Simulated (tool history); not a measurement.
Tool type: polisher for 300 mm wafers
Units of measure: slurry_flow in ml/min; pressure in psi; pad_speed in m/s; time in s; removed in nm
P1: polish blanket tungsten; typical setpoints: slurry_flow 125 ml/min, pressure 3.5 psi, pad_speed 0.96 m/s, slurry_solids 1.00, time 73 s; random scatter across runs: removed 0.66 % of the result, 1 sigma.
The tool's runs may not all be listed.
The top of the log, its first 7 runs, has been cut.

run	hour	slurry_flow	pressure	pad_speed	slurry_solids	time	wafers polished on this pad	hours since the slurry nozzle was cleaned	hours since the head pressure was calibrated	hours since the slurry blender was calibrated	hours since the slurry got fresh peroxide	removed
8	94.3	125	2.3	0.96	1.00	73	706	195.3	439.6	260.2	57.6	177.01
9	104.0	125	3.5	1.34	1.45	73	765	205.0	449.3	269.9	67.3	404.11
10	113.3	125	3.5	0.96	1.00	73	822	214.3	458.6	279.2	76.6	265.51
11	120.6	125	3.5	1.44	1.00	73	867	221.6	465.9	286.5	83.9	393.97
12	135.1	125	3.5	1.44	0.70	73	955	236.1	480.4	301.0	98.4	367.06
13	149.6	125	4.7	0.96	1.00	73	1044	250.6	494.9	315.5	112.9	359.23
14	159.6	125	3.5	0.96	1.00	73	1105	260.6	504.9	325.5	122.9	263.65
15	173.9	125	3.5	0.96	1.00	98	1192	274.9	519.2	339.8	137.2	355.57
16	185.4	75	3.5	0.96	1.00	73	1262	286.4	530.7	351.3	148.7	232.03
17	194.4	125	3.5	0.96	0.75	73	1317	295.4	539.7	360.3	157.7	251.53
18	205.9	125	3.5	0.96	1.00	73	1388	306.9	551.2	371.8	169.2	263.07
19	219.7	125	3.5	0.96	1.00	73	1472	320.7	565.0	385.6	183.0	264.00
20	232.0	125	3.5	0.96	1.00	73	1547	333.0	577.3	397.9	195.3	257.07
21	246.7	125	3.5	0.96	1.00	73	1637	347.7	592.0	412.6	210.0	248.04
22	256.8	125	3.5	0.96	1.00	73	1699	357.8	602.1	422.7	220.1	245.25
23	265.2	125	3.5	0.96	1.00	73	1750	366.2	610.5	431.1	228.5	242.12

What will run 24 give?
# hour 266.9: worn pad replaced by a new one
24	277.0	125	3.5	0.96	1.00	73	61	378.0	622.3	442.9	240.3	?

Run 24 measured removed 238.29 nm.
